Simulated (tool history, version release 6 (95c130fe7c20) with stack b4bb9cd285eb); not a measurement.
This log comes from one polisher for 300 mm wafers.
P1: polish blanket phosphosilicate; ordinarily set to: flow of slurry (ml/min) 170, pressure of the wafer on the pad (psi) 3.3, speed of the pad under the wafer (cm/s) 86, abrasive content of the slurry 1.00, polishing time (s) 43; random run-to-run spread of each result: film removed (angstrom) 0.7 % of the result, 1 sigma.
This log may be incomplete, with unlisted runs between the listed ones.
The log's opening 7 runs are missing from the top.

| run | day | flow of slurry (ml/min) | pressure of the wafer on the pad (psi) | speed of the pad under the wafer (cm/s) | abrasive content of the slurry | polishing time (s) | wafers polished on this pad | hours since the slurry nozzle was cleaned | hours since the head pressure was calibrated | hours since the slurry blender was calibrated | hours since the conditioning disc was replaced | film removed (angstrom) |
|---|---|---|---|---|---|---|---|---|---|---|---|---|
| 8 | 3.229 | 170 | 3.3 | 86 | 1.00 | 30 | 1518 | 584.4 | 231.7 | 184.0 | 436.7 | 2033.6 |
| 9 | 3.662 | 170 | 3.3 | 86 | 1.00 | 43 | 1641 | 594.8 | 242.1 | 194.4 | 447.1 | 2873.4 |
| 10 | 4.179 | 100 | 3.3 | 86 | 1.00 | 43 | 1788 | 607.2 | 254.5 | 206.8 | 459.5 | 2586.6 |
| 11 | 4.708 | 170 | 3.3 | 132 | 1.00 | 43 | 1938 | 619.9 | 267.2 | 219.5 | 472.2 | 4061.9 |
| 12 | 4.996 | 100 | 3.3 | 86 | 0.70 | 43 | 2020 | 626.8 | 274.1 | 226.4 | 479.1 | 2180.8 |
| 13 | 5.429 | 170 | 1.5 | 86 | 1.00 | 43 | 2143 | 637.2 | 284.5 | 236.8 | 489.5 | 1314.8 |
|  | 5.767 | conditioning disc replaced and pad reconditioned |
| 14 | 5.892 | 170 | 3.3 | 56 | 1.00 | 43 | 2274 | 648.3 | 295.6 | 247.9 | 3.1 | 2047.3 |
| 15 | 6.304 | 170 | 3.3 | 86 | 1.00 | 43 | 2392 | 658.2 | 305.5 | 257.8 | 13.0 | 2906.3 |

For run 16, what comes out?
| 16 | 6.604 | 170 | 3.3 | 86 | 0.50 | 43 | 2477 | 665.4 | 312.7 | 265.0 | 20.2 | ? |

{"run 16": {"film removed (angstrom)": 1987.0}}
